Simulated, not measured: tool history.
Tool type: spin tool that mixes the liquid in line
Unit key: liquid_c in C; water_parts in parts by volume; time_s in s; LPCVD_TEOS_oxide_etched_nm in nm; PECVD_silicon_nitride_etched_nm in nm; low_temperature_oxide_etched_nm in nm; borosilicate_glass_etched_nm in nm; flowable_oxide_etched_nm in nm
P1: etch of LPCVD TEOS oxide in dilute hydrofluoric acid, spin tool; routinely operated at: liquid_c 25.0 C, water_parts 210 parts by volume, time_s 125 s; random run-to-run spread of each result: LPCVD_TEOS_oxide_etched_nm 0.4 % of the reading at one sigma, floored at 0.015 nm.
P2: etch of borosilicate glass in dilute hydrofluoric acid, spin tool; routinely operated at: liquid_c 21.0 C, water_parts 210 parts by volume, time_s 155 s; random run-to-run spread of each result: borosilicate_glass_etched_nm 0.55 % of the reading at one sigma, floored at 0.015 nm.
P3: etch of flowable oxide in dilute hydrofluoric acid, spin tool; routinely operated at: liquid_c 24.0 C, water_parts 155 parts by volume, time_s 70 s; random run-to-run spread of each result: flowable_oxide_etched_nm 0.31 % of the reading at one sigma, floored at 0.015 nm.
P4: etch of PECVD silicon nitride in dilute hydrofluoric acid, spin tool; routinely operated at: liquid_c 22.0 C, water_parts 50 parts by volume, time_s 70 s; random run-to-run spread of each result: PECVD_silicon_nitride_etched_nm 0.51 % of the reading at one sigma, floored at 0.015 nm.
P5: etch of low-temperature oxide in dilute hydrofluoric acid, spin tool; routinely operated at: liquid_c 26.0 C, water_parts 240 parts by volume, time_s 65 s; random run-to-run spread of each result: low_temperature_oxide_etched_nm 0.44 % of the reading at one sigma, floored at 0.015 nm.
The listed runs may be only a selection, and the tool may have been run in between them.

| run | hour | process | liquid_c | water_parts | time_s | hours since the thermometer was replaced | hours since the hydrofluoric acid flow meter was replaced | LPCVD_TEOS_oxide_etched_nm | PECVD_silicon_nitride_etched_nm | low_temperature_oxide_etched_nm | borosilicate_glass_etched_nm | flowable_oxide_etched_nm |
|---|---|---|---|---|---|---|---|---|---|---|---|---|
| 1 | 14.2 | P1 | 25.0 | 210 | 125 | 957.5 | 240.8 | 24.145 |  |  |  |  |
| 2 | 26.7 | P1 | 30.5 | 110 | 125 | 970.0 | 253.3 | 63.886 |  |  |  |  |
| 3 | 40.6 | P4 | 22.0 | 25 | 70 | 983.9 | 267.2 |  | 8.1145 |  |  |  |
| 4 | 50.2 | P5 | 26.0 | 240 | 65 | 993.5 | 276.8 |  |  | 8.6824 |  |  |
| 5 | 65.3 | P1 | 25.0 | 210 | 125 | 1008.6 | 291.9 | 24.187 |  |  |  |  |
| 6 | 74.0 | P2 | 21.0 | 210 | 155 | 1017.3 | 300.6 |  |  |  | 19.4970 |  |
| 7 | 84.5 | P2 | 21.0 | 210 | 40 | 1027.8 | 311.1 |  |  |  | 5.0436 |  |
| 8 | 101.2 | P5 | 32.0 | 240 | 65 | 1044.5 | 327.8 |  |  | 10.6610 |  |  |
| 9 | 112.2 | P4 | 22.0 | 50 | 70 | 1055.5 | 338.8 |  | 4.2013 |  |  |  |
| 10 | 125.2 | P4 | 17.0 | 50 | 70 | 1068.5 | 351.8 |  | 2.9227 |  |  |  |
| 11 | 138.2 | P1 | 25.0 | 210 | 220 | 1081.5 | 364.8 | 42.586 |  |  |  |  |
| 12 | 149.0 | P1 | 25.0 | 360 | 125 | 1092.3 | 375.6 | 12.000 |  |  |  |  |
| 13 | 157.6 | P1 | 25.0 | 210 | 70 | 1100.9 | 384.2 | 13.507 |  |  |  |  |
| 14 | 171.2 | P3 | 24.0 | 155 | 130 | 1114.5 | 397.8 |  |  |  |  | 18.6830 |
| 15 | 185.8 | P5 | 26.0 | 240 | 115 | 1129.1 | 412.4 |  |  | 15.3670 |  |  |
| 16 | 193.6 | P1 | 25.0 | 210 | 125 | 1136.9 | 420.2 | 24.009 |  |  |  |  |
| 17 | 206.8 | P2 | 21.0 | 210 | 155 | 1150.1 | 433.4 |  |  |  | 19.4960 |  |
|  | 214.4 | thermometer replaced |
| 18 | 222.6 | P1 | 32.5 | 210 | 125 | 8.3 | 449.2 | 31.148 |  |  |  |  |
| 19 | 235.5 | P1 | 25.0 | 210 | 125 | 21.2 | 462.1 | 24.035 |  |  |  |  |
| 20 | 248.8 | P5 | 26.0 | 330 | 65 | 34.5 | 475.4 |  |  | 5.7230 |  |  |
| 21 | 258.0 | P2 | 21.0 | 370 | 155 | 43.7 | 484.6 |  |  |  | 9.5164 |  |
| 22 | 266.8 | P3 | 24.0 | 240 | 70 | 52.5 | 493.4 |  |  |  |  | 5.9025 |
| 23 | 282.3 | P4 | 22.0 | 50 | 70 | 68.0 | 508.9 |  | 4.1388 |  |  |  |
| 24 | 293.0 | P3 | 30.0 | 155 | 70 | 78.7 | 519.6 |  |  |  |  | 12.5340 |
| 25 | 301.2 | P3 | 24.0 | 155 | 70 | 86.9 | 527.8 |  |  |  |  | 9.9900 |
| 26 | 310.8 | P2 | 29.0 | 210 | 155 | 96.5 | 537.4 |  |  |  | 25.9000 |  |
| 27 | 324.9 | P1 | 25.0 | 210 | 125 | 110.6 | 551.5 | 24.274 |  |  |  |  |
| 28 | 340.0 | P4 | 22.0 | 50 | 30 | 125.7 | 566.6 |  | 1.7669 |  |  |  |
| 29 | 352.6 | P1 | 17.5 | 210 | 125 | 138.3 | 579.2 | 18.254 |  |  |  |  |
| 30 | 365.4 | P1 | 25.0 | 90 | 125 | 151.1 | 592.0 | 65.123 |  |  |  |  |
| 31 | 378.4 | P1 | 25.0 | 210 | 125 | 164.1 | 605.0 | 24.205 |  |  |  |  |
| 32 | 391.6 | P1 | 25.0 | 210 | 125 | 177.3 | 618.2 | 24.813 |  |  |  |  |
| 33 | 401.2 | P1 | 25.0 | 210 | 125 | 186.9 | 627.8 | 25.060 |  |  |  |  |
| 34 | 414.5 | P1 | 25.0 | 210 | 125 | 200.2 | 641.1 | 25.320 |  |  |  |  |
| 35 | 424.8 | P1 | 25.0 | 210 | 125 | 210.5 | 651.4 | 25.457 |  |  |  |  |
| 36 | 437.7 | P1 | 25.0 | 210 | 125 | 223.4 | 664.3 | 25.512 |  |  |  |  |
| 37 | 445.6 | P1 | 25.0 | 210 | 125 | 231.3 | 672.2 | 25.611 |  |  |  |  |
| 38 | 462.3 | P1 | 25.0 | 210 | 125 | 248.0 | 688.9 | 25.798 |  |  |  |  |
| 39 | 475.0 | P1 | 25.0 | 210 | 125 | 260.7 | 701.6 | 25.948 |  |  |  |  |
| 40 | 490.4 | P1 | 25.0 | 210 | 125 | 276.1 | 717.0 | 25.951 |  |  |  |  |
| 41 | 499.0 | P1 | 25.0 | 210 | 125 | 284.7 | 725.6 | 25.772 |  |  |  |  |
| 42 | 506.6 | P1 | 25.0 | 210 | 125 | 292.3 | 733.2 | 25.922 |  |  |  |  |

What P1 gives has crept off from where it sat before. The 2 causes that follow fit the log equally well, each at the size noted:
A: hydrofluoric acid flow above the setpoint (%) = 5.78
B: liquid hotter than its thermometer reads (K) = 1.92
Onset of the creep was near hour 378.4.

Question marks stand in for the results of the 4 check runs listed below, each run on one wafer. Under which run would the listed causes show clearly different results?
| check 1 | 514.2 | P5 | 26.0 | 240 | 65 |  |  |  |  | ? |  |  |
| check 2 | 514.2 | P2 | 21.0 | 210 | 155 |  |  |  |  |  | ? |  |
| check 3 | 514.2 | P3 | 24.0 | 155 | 70 |  |  |  |  |  |  | ? |
| check 4 | 514.2 | P4 | 22.0 | 50 | 70 |  |  |  | ? |  |  |  |

Expected result of each check under each candidate cause:
| check | result | if A | if B |
|---|---|---|---|
| check 1 | low_temperature_oxide_etched_nm | 9.3126 | 9.2793 |
| check 2 | borosilicate_glass_etched_nm | 20.9050 | 20.9990 |
| check 3 | flowable_oxide_etched_nm | 10.7110 | 10.7810 |
| check 4 | PECVD_silicon_nitride_etched_nm | 4.3781 | 4.7226 |
Minimum pairwise separation of causes per check, each pair taken at its best-separating result: check 1 0.36 %; check 2 0.45 %; check 3 0.66 %; check 4 7.57 %
Only in check 4 would the causes give clearly different results; in the remaining checks their results would be nearly the same.

The results of check 4 are: PECVD_silicon_nitride_etched_nm 4.3958 nm. Based on these, which of the listed causes is it?

It is A: hydrofluoric acid flow above the setpoint (%).

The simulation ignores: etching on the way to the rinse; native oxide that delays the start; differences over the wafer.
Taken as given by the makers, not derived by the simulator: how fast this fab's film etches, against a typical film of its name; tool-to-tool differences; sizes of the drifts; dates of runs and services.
